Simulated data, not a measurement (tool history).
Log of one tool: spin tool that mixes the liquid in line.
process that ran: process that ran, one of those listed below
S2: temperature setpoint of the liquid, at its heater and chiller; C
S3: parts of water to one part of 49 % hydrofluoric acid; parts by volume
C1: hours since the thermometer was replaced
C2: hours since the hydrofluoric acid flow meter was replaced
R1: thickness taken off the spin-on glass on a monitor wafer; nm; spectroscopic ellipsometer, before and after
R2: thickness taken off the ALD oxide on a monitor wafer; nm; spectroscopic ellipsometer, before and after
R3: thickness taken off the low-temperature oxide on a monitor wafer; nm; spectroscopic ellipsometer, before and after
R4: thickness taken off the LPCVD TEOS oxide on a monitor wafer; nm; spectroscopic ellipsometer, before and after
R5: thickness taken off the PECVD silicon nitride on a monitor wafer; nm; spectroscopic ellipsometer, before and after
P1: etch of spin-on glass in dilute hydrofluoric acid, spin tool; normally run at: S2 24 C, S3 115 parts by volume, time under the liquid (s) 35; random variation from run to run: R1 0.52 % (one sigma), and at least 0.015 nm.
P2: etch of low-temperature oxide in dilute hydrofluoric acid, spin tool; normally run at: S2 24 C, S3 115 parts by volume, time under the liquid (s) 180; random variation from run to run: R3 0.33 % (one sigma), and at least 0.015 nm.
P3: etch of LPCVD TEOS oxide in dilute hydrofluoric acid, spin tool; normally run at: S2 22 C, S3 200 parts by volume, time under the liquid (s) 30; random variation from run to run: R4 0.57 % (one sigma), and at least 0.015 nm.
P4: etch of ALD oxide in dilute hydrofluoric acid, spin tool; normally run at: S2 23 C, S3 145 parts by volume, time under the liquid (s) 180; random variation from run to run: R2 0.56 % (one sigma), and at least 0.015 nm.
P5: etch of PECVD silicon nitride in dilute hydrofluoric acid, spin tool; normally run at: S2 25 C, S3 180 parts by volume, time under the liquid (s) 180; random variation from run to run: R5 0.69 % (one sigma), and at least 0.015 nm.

run 1 hour=9.1 | process_that_ran=P1 S2=24 S3=115 time_under_the_liquid_(s)=35 | C1=640 C2=1294.9 | R1=15.642
run 2 hour=16.6 | process_that_ran=P4 S2=23 S3=35 time_under_the_liquid_(s)=180 | C1=647.5 C2=1302.4 | R2=52.083
run 3 hour=29.6 | process_that_ran=P2 S2=24 S3=200 time_under_the_liquid_(s)=180 | C1=660.5 C2=1315.4 | R3=14.282
run 4 hour=38.6 | process_that_ran=P1 S2=24 S3=115 time_under_the_liquid_(s)=35 | C1=669.5 C2=1324.4 | R1=15.916
run 5 hour=47.8 | process_that_ran=P3 S2=22 S3=200 time_under_the_liquid_(s)=15 | C1=678.7 C2=1333.6 | R4=3.1078
run 6 hour=60 | process_that_ran=P1 S2=28 S3=45 time_under_the_liquid_(s)=35 | C1=690.9 C2=1345.8 | R1=51.141
run 7 hour=74 | process_that_ran=P3 S2=22 S3=35 time_under_the_liquid_(s)=30 | C1=704.9 C2=1359.8 | R4=42.715
run 8 hour=85.9 | process_that_ran=P2 S2=24 S3=115 time_under_the_liquid_(s)=180 | C1=716.8 C2=1371.7 | R3=27.459
run 9 hour=95.2 | process_that_ran=P2 S2=31 S3=115 time_under_the_liquid_(s)=180 | C1=726.1 C2=1381 | R3=35.79
run 10 hour=107.4 | process_that_ran=P4 S2=28 S3=145 time_under_the_liquid_(s)=180 | C1=738.3 C2=1393.2 | R2=13.391
run 11 hour=115.4 | process_that_ran=P4 S2=23 S3=145 time_under_the_liquid_(s)=180 | C1=746.3 C2=1401.2 | R2=11.217
run 12 hour=126.5 | process_that_ran=P1 S2=24 S3=115 time_under_the_liquid_(s)=35 | C1=757.4 C2=1412.3 | R1=15.8
run 13 hour=134.2 | process_that_ran=P1 S2=19 S3=180 time_under_the_liquid_(s)=35 | C1=765.1 C2=1420 | R1=7.6729
run 14 hour=145.3 | process_that_ran=P1 S2=24 S3=20 time_under_the_liquid_(s)=35 | C1=776.2 C2=1431.1 | R1=102.78
run 15 hour=156.7 | process_that_ran=P1 S2=30.5 S3=115 time_under_the_liquid_(s)=65 | C1=787.6 C2=1442.5 | R1=37.367
run 16 hour=170.8 | process_that_ran=P2 S2=24 S3=115 time_under_the_liquid_(s)=15 | C1=801.7 C2=1456.6 | R3=2.2544
run 17 hour=182.7 | process_that_ran=P3 S2=22 S3=200 time_under_the_liquid_(s)=30 | C1=813.6 C2=1468.5 | R4=6.2287
run 18 hour=197.2 | process_that_ran=P1 S2=24 S3=115 time_under_the_liquid_(s)=60 | C1=828.1 C2=1483 | R1=26.837
run 19 hour=207.2 | process_that_ran=P5 S2=25 S3=35 time_under_the_liquid_(s)=180 | C1=838.1 C2=1493 | R5=17.475
run 20 hour=222.3 | process_that_ran=P3 S2=22 S3=200 time_under_the_liquid_(s)=30 | C1=853.2 C2=1508.1 | R4=6.2237
run 21 hour=236.2 | process_that_ran=P1 S2=24 S3=115 time_under_the_liquid_(s)=35 | C1=867.1 C2=1522 | R1=15.768
run 22 hour=249.7 | process_that_ran=P1 S2=24 S3=115 time_under_the_liquid_(s)=35 | C1=880.6 C2=1535.5 | R1=15.749
run 23 hour=260.2 | process_that_ran=P1 S2=24 S3=195 time_under_the_liquid_(s)=35 | C1=891.1 C2=1546 | R1=8.4139
run 24 hour=267.3 | process_that_ran=P4 S2=23 S3=145 time_under_the_liquid_(s)=365 | C1=898.2 C2=1553.1 | R2=22.349
run 25 hour=280.2 | process_that_ran=P5 S2=25 S3=180 time_under_the_liquid_(s)=315 | C1=911.1 C2=1566 | R5=6.2016
run 26 hour=294.8 | process_that_ran=P5 S2=30.5 S3=180 time_under_the_liquid_(s)=180 | C1=925.7 C2=1580.6 | R5=5.0226
run 27 hour=301.8 | process_that_ran=P1 S2=17 S3=115 time_under_the_liquid_(s)=35 | C1=932.7 C2=1587.6 | R1=11.798
run 28 hour=317.3 | process_that_ran=P5 S2=25 S3=180 time_under_the_liquid_(s)=180 | C1=948.2 C2=1603.1 | R5=3.5339
run 29 hour=325 | process_that_ran=P1 S2=30.5 S3=115 time_under_the_liquid_(s)=35 | C1=955.9 C2=1610.8 | R1=20.023
run 30 hour=334.4 | process_that_ran=P3 S2=17 S3=200 time_under_the_liquid_(s)=30 | C1=965.3 C2=1620.2 | R4=5.0796
run 31 hour=344 | process_that_ran=P1 S2=24 S3=115 time_under_the_liquid_(s)=15 | C1=974.9 C2=1629.8 | R1=6.796
run 32 hour=359.7 | process_that_ran=P1 S2=24 S3=115 time_under_the_liquid_(s)=35 | C1=990.6 C2=1645.5 | R1=15.587
run 33 hour=368.2 | process_that_ran=P1 S2=24 S3=115 time_under_the_liquid_(s)=35 | C1=999.1 C2=1654 | R1=15.898
run 34 hour=379.2 | process_that_ran=P1 S2=24 S3=115 time_under_the_liquid_(s)=35 | C1=1010.1 C2=1665 | R1=16.215
run 35 hour=393.1 | process_that_ran=P1 S2=24 S3=115 time_under_the_liquid_(s)=35 | C1=1024 C2=1678.9 | R1=16.381
run 36 hour=408.5 | process_that_ran=P1 S2=24 S3=115 time_under_the_liquid_(s)=35 | C1=1039.4 C2=1694.3 | R1=16.639
run 37 hour=423 | process_that_ran=P1 S2=24 S3=115 time_under_the_liquid_(s)=35 | C1=1053.9 C2=1708.8 | R1=16.646
run 38 hour=430.7 | process_that_ran=P1 S2=24 S3=115 time_under_the_liquid_(s)=35 | C1=1061.6 C2=1716.5 | R1=16.791
run 39 hour=445.9 | process_that_ran=P1 S2=24 S3=115 time_under_the_liquid_(s)=35 | C1=1076.8 C2=1731.7 | R1=17.031
run 40 hour=454.3 | process_that_ran=P1 S2=24 S3=115 time_under_the_liquid_(s)=35 | C1=1085.2 C2=1740.1 | R1=16.813
run 41 hour=463.4 | process_that_ran=P1 S2=24 S3=115 time_under_the_liquid_(s)=35 | C1=1094.3 C2=1749.2 | R1=16.932
run 42 hour=474.6 | process_that_ran=P1 S2=24 S3=115 time_under_the_liquid_(s)=35 | C1=1105.5 C2=1760.4 | R1=16.766
run 43 hour=485.8 | process_that_ran=P1 S2=24 S3=115 time_under_the_liquid_(s)=35 | C1=1116.7 C2=1771.6 | R1=16.835

What P1 gives has crept away from where it was. These 2 causes fit the log equally well, each at the size given:
A: liquid hotter than its thermometer reads (K) = 1.82
B: hydrofluoric acid flow above the setpoint (%) = 6.41
The creep began at about hour 359.7.

4 check runs are offered, one wafer each, their results left as question marks. Which one tells the causes apart?
run check 1 hour=497 | process_that_ran=P5 S2=28 S3=85 time_under_the_liquid_(s)=180 | R5=?
run check 2 hour=497 | process_that_ran=P4 S2=23 S3=40 time_under_the_liquid_(s)=355 | R2=?
run check 3 hour=497 | process_that_ran=P2 S2=27.5 S3=115 time_under_the_liquid_(s)=55 | R3=?
run check 4 hour=497 | process_that_ran=P3 S2=18 S3=80 time_under_the_liquid_(s)=30 | R4=?

What each check would give under each cause:
check=check_1 result=R5 if_A=10.146 if_B=9.6103
check=check_2 result=R2 if_A=97.235 if_B=96.242
check=check_3 result=R3 if_A=10.24 if_B=10.27
check=check_4 result=R4 if_A=16.173 if_B=16.028
How far apart the two closest causes lie, in the result that separates them most: check 1 5.42 %; check 2 1.03 %; check 3 0.28 %; check 4 0.9 %
Check 1 tells the causes apart: in the others they would give nearly the same result.

Then check 1 was run and gave: R5 10.102 nm. Which cause is it?

It is A: liquid hotter than its thermometer reads (K).
